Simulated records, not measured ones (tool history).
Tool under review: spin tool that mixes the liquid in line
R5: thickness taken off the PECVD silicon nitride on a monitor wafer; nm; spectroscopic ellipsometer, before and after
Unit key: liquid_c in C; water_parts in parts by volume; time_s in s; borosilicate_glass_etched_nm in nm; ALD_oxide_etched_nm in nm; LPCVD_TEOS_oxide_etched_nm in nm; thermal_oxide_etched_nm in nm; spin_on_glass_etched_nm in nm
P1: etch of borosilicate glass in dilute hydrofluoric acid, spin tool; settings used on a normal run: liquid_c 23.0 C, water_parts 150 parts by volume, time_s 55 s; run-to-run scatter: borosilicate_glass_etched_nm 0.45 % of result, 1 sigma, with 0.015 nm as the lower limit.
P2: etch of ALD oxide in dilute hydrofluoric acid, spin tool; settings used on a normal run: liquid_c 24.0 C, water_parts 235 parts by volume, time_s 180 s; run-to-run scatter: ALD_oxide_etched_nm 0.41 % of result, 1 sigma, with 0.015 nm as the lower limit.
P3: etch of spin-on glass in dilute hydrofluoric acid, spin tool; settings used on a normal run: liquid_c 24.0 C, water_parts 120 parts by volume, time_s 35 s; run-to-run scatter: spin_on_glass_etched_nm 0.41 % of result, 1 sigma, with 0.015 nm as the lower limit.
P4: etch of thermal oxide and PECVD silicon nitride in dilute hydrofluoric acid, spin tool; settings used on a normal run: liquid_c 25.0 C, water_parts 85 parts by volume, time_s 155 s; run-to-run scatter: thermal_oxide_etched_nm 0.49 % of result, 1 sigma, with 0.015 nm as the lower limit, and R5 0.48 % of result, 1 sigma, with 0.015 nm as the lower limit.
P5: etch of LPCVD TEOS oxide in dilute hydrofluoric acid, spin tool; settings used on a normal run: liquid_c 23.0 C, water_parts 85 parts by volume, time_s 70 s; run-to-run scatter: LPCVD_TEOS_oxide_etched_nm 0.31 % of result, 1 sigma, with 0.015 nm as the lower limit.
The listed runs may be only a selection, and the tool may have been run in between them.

Run 1, day 0.492: process P1, liquid_c 23.0 C, water_parts 150 parts by volume, time_s 55 s. Result: borosilicate_glass_etched_nm 8.7586 nm.
Run 2, day 1.088: process P1, liquid_c 23.0 C, water_parts 150 parts by volume, time_s 55 s. Result: borosilicate_glass_etched_nm 8.8006 nm.
Run 3, day 1.592: process P2, liquid_c 24.0 C, water_parts 420 parts by volume, time_s 180 s. Result: ALD_oxide_etched_nm 10.0530 nm.
Run 4, day 1.875: process P5, liquid_c 23.0 C, water_parts 85 parts by volume, time_s 70 s. Result: LPCVD_TEOS_oxide_etched_nm 29.588 nm.
Run 5, day 2.417: process P2, liquid_c 24.0 C, water_parts 235 parts by volume, time_s 180 s. Result: ALD_oxide_etched_nm 21.6280 nm.
Run 6, day 2.975: process P5, liquid_c 23.0 C, water_parts 45 parts by volume, time_s 70 s. Result: LPCVD_TEOS_oxide_etched_nm 58.764 nm.
Run 7, day 3.275: process P4, liquid_c 25.0 C, water_parts 85 parts by volume, time_s 155 s. Result: thermal_oxide_etched_nm 9.7875 nm, R5 8.9743 nm.
Run 8, day 3.804: process P4, liquid_c 25.0 C, water_parts 85 parts by volume, time_s 270 s. Result: thermal_oxide_etched_nm 16.7960 nm, R5 15.5520 nm.
Run 9, day 4.117: process P3, liquid_c 24.0 C, water_parts 200 parts by volume, time_s 35 s. Result: spin_on_glass_etched_nm 4.6828 nm.
At day 4.317: thermometer replaced.
Run 10, day 4.521: process P5, liquid_c 17.0 C, water_parts 85 parts by volume, time_s 70 s. Result: LPCVD_TEOS_oxide_etched_nm 23.022 nm.
Run 11, day 5.129: process P1, liquid_c 23.0 C, water_parts 150 parts by volume, time_s 55 s. Result: borosilicate_glass_etched_nm 8.7929 nm.
Run 12, day 5.642: process P4, liquid_c 25.0 C, water_parts 145 parts by volume, time_s 155 s. Result: thermal_oxide_etched_nm 5.3365 nm, R5 5.2668 nm.
Run 13, day 6.204: process P1, liquid_c 23.0 C, water_parts 85 parts by volume, time_s 55 s. Result: borosilicate_glass_etched_nm 16.7840 nm.
Run 14, day 6.733: process P1, liquid_c 30.5 C, water_parts 150 parts by volume, time_s 55 s. Result: borosilicate_glass_etched_nm 11.6480 nm.
Run 15, day 7.300: process P1, liquid_c 23.0 C, water_parts 150 parts by volume, time_s 55 s. Result: borosilicate_glass_etched_nm 8.7996 nm.
Run 16, day 7.725: process P3, liquid_c 30.5 C, water_parts 120 parts by volume, time_s 35 s. Result: spin_on_glass_etched_nm 10.9620 nm.
Run 17, day 8.112: process P3, liquid_c 24.0 C, water_parts 120 parts by volume, time_s 35 s. Result: spin_on_glass_etched_nm 8.5962 nm.
Run 18, day 8.450: process P2, liquid_c 24.0 C, water_parts 235 parts by volume, time_s 65 s. Result: ALD_oxide_etched_nm 7.7978 nm.
Run 19, day 8.775: process P1, liquid_c 23.0 C, water_parts 150 parts by volume, time_s 55 s. Result: borosilicate_glass_etched_nm 8.8310 nm.
Run 20, day 9.358: process P5, liquid_c 23.0 C, water_parts 85 parts by volume, time_s 35 s. Result: LPCVD_TEOS_oxide_etched_nm 14.725 nm.
Run 21, day 9.804: process P1, liquid_c 26.5 C, water_parts 230 parts by volume, time_s 55 s. Result: borosilicate_glass_etched_nm 5.9873 nm.
Run 22, day 10.188: process P1, liquid_c 19.5 C, water_parts 150 parts by volume, time_s 55 s. Result: borosilicate_glass_etched_nm 7.6993 nm.
Run 23, day 10.558: process P3, liquid_c 24.0 C, water_parts 120 parts by volume, time_s 65 s. Result: spin_on_glass_etched_nm 15.9140 nm.
Run 24, day 11.033: process P2, liquid_c 28.0 C, water_parts 235 parts by volume, time_s 180 s. Result: ALD_oxide_etched_nm 24.9830 nm.
Run 25, day 11.467: process P1, liquid_c 23.0 C, water_parts 150 parts by volume, time_s 80 s. Result: borosilicate_glass_etched_nm 12.9400 nm.

Run 26 comes next. What will it give?
Run 26, day 11.892: process P1, liquid_c 23.0 C, water_parts 60 parts by volume, time_s 20 s. Result: borosilicate_glass_etched_nm ?.

borosilicate_glass_etched_nm: 8.9340 nm
